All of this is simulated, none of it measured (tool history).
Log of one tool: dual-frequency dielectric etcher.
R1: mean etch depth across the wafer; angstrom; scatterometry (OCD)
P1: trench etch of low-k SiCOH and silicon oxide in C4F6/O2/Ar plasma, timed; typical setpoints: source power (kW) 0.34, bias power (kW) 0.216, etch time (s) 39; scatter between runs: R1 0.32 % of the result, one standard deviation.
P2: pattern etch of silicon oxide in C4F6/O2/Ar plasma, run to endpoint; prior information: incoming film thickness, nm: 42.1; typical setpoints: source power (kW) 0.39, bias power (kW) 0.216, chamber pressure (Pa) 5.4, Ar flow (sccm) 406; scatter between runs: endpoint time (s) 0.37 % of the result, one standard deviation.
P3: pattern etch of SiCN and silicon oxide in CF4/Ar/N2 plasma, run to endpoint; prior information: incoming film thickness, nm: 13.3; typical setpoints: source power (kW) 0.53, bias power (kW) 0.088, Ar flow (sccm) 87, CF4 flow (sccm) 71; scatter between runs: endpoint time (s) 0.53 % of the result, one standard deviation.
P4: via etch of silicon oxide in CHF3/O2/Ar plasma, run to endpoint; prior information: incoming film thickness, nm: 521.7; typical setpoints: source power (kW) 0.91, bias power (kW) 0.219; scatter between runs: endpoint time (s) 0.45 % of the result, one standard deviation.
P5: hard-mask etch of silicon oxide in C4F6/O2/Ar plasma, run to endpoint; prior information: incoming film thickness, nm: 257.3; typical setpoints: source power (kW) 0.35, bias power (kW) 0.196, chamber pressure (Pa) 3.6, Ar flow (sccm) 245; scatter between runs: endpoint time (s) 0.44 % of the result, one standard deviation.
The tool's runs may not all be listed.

{"run": 1, "day": 0.562, "process that ran": "P1", "source power (kW)": 0.34, "bias power (kW)": 0.216, "etch time (s)": 39, "R1": 1193.7}
{"run": 2, "day": 1.133, "process that ran": "P4", "source power (kW)": 0.91, "bias power (kW)": 0.148, "endpoint time (s)": 239.66}
{"run": 3, "day": 1.867, "process that ran": "P1", "source power (kW)": 0.34, "bias power (kW)": 0.216, "etch time (s)": 39, "R1": 1193.6}
{"run": 4, "day": 2.454, "process that ran": "P3", "source power (kW)": 0.53, "bias power (kW)": 0.088, "Ar flow (sccm)": 87, "CF4 flow (sccm)": 71, "endpoint time (s)": 12.049}
{"run": 5, "day": 2.883, "process that ran": "P4", "source power (kW)": 1.29, "bias power (kW)": 0.219, "endpoint time (s)": 185.51}
{"run": 6, "day": 3.462, "process that ran": "P1", "source power (kW)": 0.22, "bias power (kW)": 0.216, "etch time (s)": 51, "R1": 1324.8}
{"run": 7, "day": 4.054, "process that ran": "P1", "source power (kW)": 0.34, "bias power (kW)": 0.136, "etch time (s)": 39, "R1": 1030.8}
{"day": 4.392, "done": "wet clean of the chamber"}
{"run": 8, "day": 4.796, "process that ran": "P1", "source power (kW)": 0.34, "bias power (kW)": 0.264, "etch time (s)": 39, "R1": 1276.4}
{"run": 9, "day": 5.512, "process that ran": "P3", "source power (kW)": 0.53, "bias power (kW)": 0.088, "Ar flow (sccm)": 87, "CF4 flow (sccm)": 99, "endpoint time (s)": 11.637}
{"run": 10, "day": 6.033, "process that ran": "P1", "source power (kW)": 0.34, "bias power (kW)": 0.216, "etch time (s)": 39, "R1": 1191.5}
{"run": 11, "day": 6.583, "process that ran": "P2", "source power (kW)": 0.39, "bias power (kW)": 0.216, "Ar flow (sccm)": 406, "chamber pressure (Pa)": 7, "endpoint time (s)": 14.153}
{"run": 12, "day": 7.35, "process that ran": "P1", "source power (kW)": 0.34, "bias power (kW)": 0.216, "etch time (s)": 39, "R1": 1192.1}
{"run": 13, "day": 8.075, "process that ran": "P4", "source power (kW)": 0.91, "bias power (kW)": 0.219, "endpoint time (s)": 210.01}
{"run": 14, "day": 8.733, "process that ran": "P1", "source power (kW)": 0.26, "bias power (kW)": 0.3, "etch time (s)": 39, "R1": 1201.1}
{"run": 15, "day": 9.388, "process that ran": "P1", "source power (kW)": 0.34, "bias power (kW)": 0.143, "etch time (s)": 26.5, "R1": 708.25}
{"run": 16, "day": 10.025, "process that ran": "P3", "source power (kW)": 0.53, "bias power (kW)": 0.054, "Ar flow (sccm)": 87, "CF4 flow (sccm)": 71, "endpoint time (s)": 14.109}
{"run": 17, "day": 10.821, "process that ran": "P5", "source power (kW)": 0.35, "bias power (kW)": 0.196, "Ar flow (sccm)": 245, "chamber pressure (Pa)": 3.6, "endpoint time (s)": 79.865}
{"run": 18, "day": 11.167, "process that ran": "P3", "source power (kW)": 0.53, "bias power (kW)": 0.088, "Ar flow (sccm)": 109, "CF4 flow (sccm)": 71, "endpoint time (s)": 12.63}
{"run": 19, "day": 11.829, "process that ran": "P1", "source power (kW)": 0.41, "bias power (kW)": 0.216, "etch time (s)": 39, "R1": 1285.3}
{"run": 20, "day": 12.312, "process that ran": "P1", "source power (kW)": 0.25, "bias power (kW)": 0.216, "etch time (s)": 39, "R1": 1065.1}
{"run": 21, "day": 12.867, "process that ran": "P2", "source power (kW)": 0.29, "bias power (kW)": 0.216, "Ar flow (sccm)": 406, "chamber pressure (Pa)": 5.4, "endpoint time (s)": 15.517}
{"run": 22, "day": 13.575, "process that ran": "P3", "source power (kW)": 0.53, "bias power (kW)": 0.088, "Ar flow (sccm)": 87, "CF4 flow (sccm)": 71, "endpoint time (s)": 12.195}
{"run": 23, "day": 14.325, "process that ran": "P1", "source power (kW)": 0.34, "bias power (kW)": 0.216, "etch time (s)": 39, "R1": 1196.2}
{"run": 24, "day": 15.108, "process that ran": "P5", "source power (kW)": 0.35, "bias power (kW)": 0.196, "Ar flow (sccm)": 245, "chamber pressure (Pa)": 4.93, "endpoint time (s)": 83.669}
{"run": 25, "day": 15.542, "process that ran": "P5", "source power (kW)": 0.35, "bias power (kW)": 0.196, "Ar flow (sccm)": 305, "chamber pressure (Pa)": 3.6, "endpoint time (s)": 82.196}
{"run": 26, "day": 16.112, "process that ran": "P2", "source power (kW)": 0.39, "bias power (kW)": 0.128, "Ar flow (sccm)": 406, "chamber pressure (Pa)": 5.4, "endpoint time (s)": 16.21}
{"run": 27, "day": 16.867, "process that ran": "P1", "source power (kW)": 0.34, "bias power (kW)": 0.216, "etch time (s)": 39, "R1": 1194.4}
{"run": 28, "day": 17.662, "process that ran": "P4", "source power (kW)": 0.91, "bias power (kW)": 0.219, "endpoint time (s)": 210.12}
{"run": 29, "day": 18.408, "process that ran": "P1", "source power (kW)": 0.34, "bias power (kW)": 0.216, "etch time (s)": 27.5, "R1": 836}
{"run": 30, "day": 18.975, "process that ran": "P3", "source power (kW)": 0.7, "bias power (kW)": 0.088, "Ar flow (sccm)": 87, "CF4 flow (sccm)": 71, "endpoint time (s)": 9.4903}
{"run": 31, "day": 19.717, "process that ran": "P5", "source power (kW)": 0.25, "bias power (kW)": 0.196, "Ar flow (sccm)": 245, "chamber pressure (Pa)": 3.6, "endpoint time (s)": 91.393}
{"run": 32, "day": 20.317, "process that ran": "P2", "source power (kW)": 0.39, "bias power (kW)": 0.216, "Ar flow (sccm)": 299, "chamber pressure (Pa)": 5.4, "endpoint time (s)": 13.252}
{"run": 33, "day": 20.783, "process that ran": "P2", "source power (kW)": 0.39, "bias power (kW)": 0.216, "Ar flow (sccm)": 406, "chamber pressure (Pa)": 5.4, "endpoint time (s)": 13.789}
{"run": 34, "day": 21.575, "process that ran": "P5", "source power (kW)": 0.35, "bias power (kW)": 0.142, "Ar flow (sccm)": 245, "chamber pressure (Pa)": 3.6, "endpoint time (s)": 87.982}
{"run": 35, "day": 21.992, "process that ran": "P1", "source power (kW)": 0.34, "bias power (kW)": 0.216, "etch time (s)": 55, "R1": 1683}
{"run": 36, "day": 22.408, "process that ran": "P1", "source power (kW)": 0.34, "bias power (kW)": 0.216, "etch time (s)": 39, "R1": 1193.5}
{"run": 37, "day": 22.917, "process that ran": "P1", "source power (kW)": 0.34, "bias power (kW)": 0.216, "etch time (s)": 39, "R1": 1185.4}
{"run": 38, "day": 23.583, "process that ran": "P1", "source power (kW)": 0.34, "bias power (kW)": 0.216, "etch time (s)": 39, "R1": 1189.5}
{"run": 39, "day": 24.117, "process that ran": "P1", "source power (kW)": 0.34, "bias power (kW)": 0.216, "etch time (s)": 39, "R1": 1176.1}
{"run": 40, "day": 24.496, "process that ran": "P1", "source power (kW)": 0.34, "bias power (kW)": 0.216, "etch time (s)": 39, "R1": 1179.2}
{"run": 41, "day": 25.121, "process that ran": "P1", "source power (kW)": 0.34, "bias power (kW)": 0.216, "etch time (s)": 39, "R1": 1183.2}
{"day": 25.262, "done": "wet clean of the chamber"}
{"run": 42, "day": 25.712, "process that ran": "P1", "source power (kW)": 0.34, "bias power (kW)": 0.216, "etch time (s)": 39, "R1": 1179.2}
{"run": 43, "day": 26.3, "process that ran": "P1", "source power (kW)": 0.34, "bias power (kW)": 0.216, "etch time (s)": 39, "R1": 1181.2}
{"run": 44, "day": 26.725, "process that ran": "P1", "source power (kW)": 0.34, "bias power (kW)": 0.216, "etch time (s)": 39, "R1": 1178}
{"run": 45, "day": 27.283, "process that ran": "P1", "source power (kW)": 0.34, "bias power (kW)": 0.216, "etch time (s)": 39, "R1": 1176.1}
{"run": 46, "day": 28.079, "process that ran": "P1", "source power (kW)": 0.34, "bias power (kW)": 0.216, "etch time (s)": 39, "R1": 1180.4}

The log shows P1 creeping away from where it was. Any of the 2 causes listed here, at the size stated for it, fits the log just as well as the others:
A: source power that arrives under what is set, % = 4.08
B: bias power that arrives under what is set, % = 4.72
At approximately day 22.408, the process output began to creep.
All other causes, with the reason each is excluded:
chamber walls in a state that lowers the etch rate, %: was serviced at day 25.262, once the creep was under way, yet the earlier output never came back

You are offered 4 check runs, listed below with question marks in place of their results; each one averages 5 wafers. Which run separates the listed causes by giving clearly different results for each?
{"run": "check 1", "day": 28.875, "process that ran": "P5", "source power (kW)": 0.35, "bias power (kW)": 0.196, "Ar flow (sccm)": 245, "chamber pressure (Pa)": 3.6, "endpoint time (s)": "?"}
{"run": "check 2", "day": 28.875, "process that ran": "P2", "source power (kW)": 0.39, "bias power (kW)": 0.216, "Ar flow (sccm)": 406, "chamber pressure (Pa)": 5.4, "endpoint time (s)": "?"}
{"run": "check 3", "day": 28.875, "process that ran": "P4", "source power (kW)": 0.91, "bias power (kW)": 0.219, "endpoint time (s)": "?"}
{"run": "check 4", "day": 28.875, "process that ran": "P3", "source power (kW)": 0.53, "bias power (kW)": 0.088, "Ar flow (sccm)": 87, "CF4 flow (sccm)": 71, "endpoint time (s)": "?"}

Check results expected under each cause:
check=check_1 result=endpoint_time_(s) if_A=81.368 if_B=81.33
check=check_2 result=endpoint_time_(s) if_A=14.01 if_B=14.007
check=check_3 result=endpoint_time_(s) if_A=214.25 if_B=214.35
check=check_4 result=endpoint_time_(s) if_A=12.555 if_B=12.302
Separation of the two closest causes in each check, using whichever result separates them best: check 1 0.05 %; check 2 0.02 %; check 3 0.05 %; check 4 2.03 %
Check 4 tells the causes apart: in the others they would give nearly the same result.

The results of check 4 are: endpoint time (s) 12.321. Based on these, which of the listed causes is it?

Of the candidate causes, it is B: bias power that arrives under what is set, %.

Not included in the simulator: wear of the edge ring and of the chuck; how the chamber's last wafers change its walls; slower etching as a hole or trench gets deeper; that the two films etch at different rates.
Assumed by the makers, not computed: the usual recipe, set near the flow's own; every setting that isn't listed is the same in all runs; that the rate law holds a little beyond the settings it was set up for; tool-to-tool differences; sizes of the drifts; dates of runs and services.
